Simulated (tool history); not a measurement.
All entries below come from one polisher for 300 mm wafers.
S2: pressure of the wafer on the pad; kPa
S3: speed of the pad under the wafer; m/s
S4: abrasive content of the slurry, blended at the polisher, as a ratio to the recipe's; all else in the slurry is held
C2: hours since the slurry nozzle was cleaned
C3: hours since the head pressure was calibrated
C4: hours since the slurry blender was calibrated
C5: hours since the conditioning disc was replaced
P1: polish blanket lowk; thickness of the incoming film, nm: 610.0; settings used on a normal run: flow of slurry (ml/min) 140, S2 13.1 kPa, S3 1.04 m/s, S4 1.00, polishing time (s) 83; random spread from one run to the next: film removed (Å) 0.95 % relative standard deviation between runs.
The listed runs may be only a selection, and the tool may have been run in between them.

{"run": 1, "hour": 7.7, "flow of slurry (ml/min)": 140, "S2": 13.1, "S3": 1.04, "S4": 1.0, "polishing time (s)": 83, "wafers polished on this pad": 365, "C2": 124.8, "C3": 1001.3, "C4": 95.6, "C5": 92.5, "film removed (Å)": 322.97}
{"run": 2, "hour": 21.2, "flow of slurry (ml/min)": 140, "S2": 13.1, "S3": 0.46, "S4": 1.0, "polishing time (s)": 83, "wafers polished on this pad": 449, "C2": 138.3, "C3": 1014.8, "C4": 109.1, "C5": 106.0, "film removed (Å)": 168.67}
{"run": 3, "hour": 35.1, "flow of slurry (ml/min)": 140, "S2": 13.1, "S3": 1.04, "S4": 1.0, "polishing time (s)": 129, "wafers polished on this pad": 536, "C2": 152.2, "C3": 1028.7, "C4": 123.0, "C5": 119.9, "film removed (Å)": 501.91}
{"run": 4, "hour": 48.2, "flow of slurry (ml/min)": 140, "S2": 13.1, "S3": 1.04, "S4": 1.45, "polishing time (s)": 83, "wafers polished on this pad": 618, "C2": 165.3, "C3": 1041.8, "C4": 136.1, "C5": 133.0, "film removed (Å)": 371.01}
{"run": 5, "hour": 58.1, "flow of slurry (ml/min)": 140, "S2": 13.1, "S3": 1.04, "S4": 1.0, "polishing time (s)": 83, "wafers polished on this pad": 680, "C2": 175.2, "C3": 1051.7, "C4": 146.0, "C5": 142.9, "film removed (Å)": 317.49}
{"run": 6, "hour": 71.6, "flow of slurry (ml/min)": 140, "S2": 20.7, "S3": 1.04, "S4": 1.0, "polishing time (s)": 83, "wafers polished on this pad": 764, "C2": 188.7, "C3": 1065.2, "C4": 159.5, "C5": 156.4, "film removed (Å)": 496.88}
{"hour": 74.8, "done": "slurry nozzle cleaned"}
{"run": 7, "hour": 82.5, "flow of slurry (ml/min)": 140, "S2": 13.1, "S3": 1.04, "S4": 0.55, "polishing time (s)": 83, "wafers polished on this pad": 832, "C2": 7.8, "C3": 1076.1, "C4": 170.4, "C5": 167.3, "film removed (Å)": 237.41}
{"run": 8, "hour": 89.2, "flow of slurry (ml/min)": 140, "S2": 13.1, "S3": 1.04, "S4": 1.0, "polishing time (s)": 83, "wafers polished on this pad": 874, "C2": 14.5, "C3": 1082.8, "C4": 177.1, "C5": 174.0, "film removed (Å)": 320.16}
{"hour": 96.7, "done": "worn pad replaced by a new one"}
{"run": 9, "hour": 97.1, "flow of slurry (ml/min)": 205, "S2": 13.1, "S3": 1.38, "S4": 1.0, "polishing time (s)": 83, "wafers polished on this pad": 2, "C2": 22.4, "C3": 1090.7, "C4": 185.0, "C5": 181.9, "film removed (Å)": 426.5}
{"run": 10, "hour": 112.2, "flow of slurry (ml/min)": 85, "S2": 9.7, "S3": 1.04, "S4": 1.0, "polishing time (s)": 83, "wafers polished on this pad": 97, "C2": 37.5, "C3": 1105.8, "C4": 200.1, "C5": 197.0, "film removed (Å)": 206.13}
{"run": 11, "hour": 122.2, "flow of slurry (ml/min)": 220, "S2": 13.1, "S3": 1.04, "S4": 1.0, "polishing time (s)": 83, "wafers polished on this pad": 159, "C2": 47.5, "C3": 1115.8, "C4": 210.1, "C5": 207.0, "film removed (Å)": 341.6}
{"run": 12, "hour": 132.7, "flow of slurry (ml/min)": 140, "S2": 13.1, "S3": 1.04, "S4": 1.0, "polishing time (s)": 83, "wafers polished on this pad": 225, "C2": 58.0, "C3": 1126.3, "C4": 220.6, "C5": 217.5, "film removed (Å)": 321.13}
{"run": 13, "hour": 144.6, "flow of slurry (ml/min)": 140, "S2": 13.1, "S3": 1.04, "S4": 1.0, "polishing time (s)": 37, "wafers polished on this pad": 299, "C2": 69.9, "C3": 1138.2, "C4": 232.5, "C5": 229.4, "film removed (Å)": 144.62}
{"run": 14, "hour": 155.9, "flow of slurry (ml/min)": 140, "S2": 13.1, "S3": 1.56, "S4": 1.0, "polishing time (s)": 83, "wafers polished on this pad": 369, "C2": 81.2, "C3": 1149.5, "C4": 243.8, "C5": 240.7, "film removed (Å)": 437.6}
{"run": 15, "hour": 166.5, "flow of slurry (ml/min)": 140, "S2": 6.2, "S3": 1.04, "S4": 1.0, "polishing time (s)": 83, "wafers polished on this pad": 436, "C2": 91.8, "C3": 1160.1, "C4": 254.4, "C5": 251.3, "film removed (Å)": 154.02}
{"run": 16, "hour": 176.4, "flow of slurry (ml/min)": 85, "S2": 13.1, "S3": 1.04, "S4": 1.0, "polishing time (s)": 83, "wafers polished on this pad": 497, "C2": 101.7, "C3": 1170.0, "C4": 264.3, "C5": 261.2, "film removed (Å)": 283.06}
{"run": 17, "hour": 190.4, "flow of slurry (ml/min)": 140, "S2": 13.1, "S3": 1.04, "S4": 1.0, "polishing time (s)": 83, "wafers polished on this pad": 585, "C2": 115.7, "C3": 1184.0, "C4": 278.3, "C5": 275.2, "film removed (Å)": 326.04}

Run 18 has not been measured yet. What should we expect?
{"run": 18, "hour": 202.5, "flow of slurry (ml/min)": 140, "S2": 13.1, "S3": 1.04, "S4": 1.0, "polishing time (s)": 83, "wafers polished on this pad": 660, "C2": 127.8, "C3": 1196.1, "C4": 290.4, "C5": 287.3, "film removed (Å)": "?"}

{"run 18": {"film removed (Å)": 317.86}}
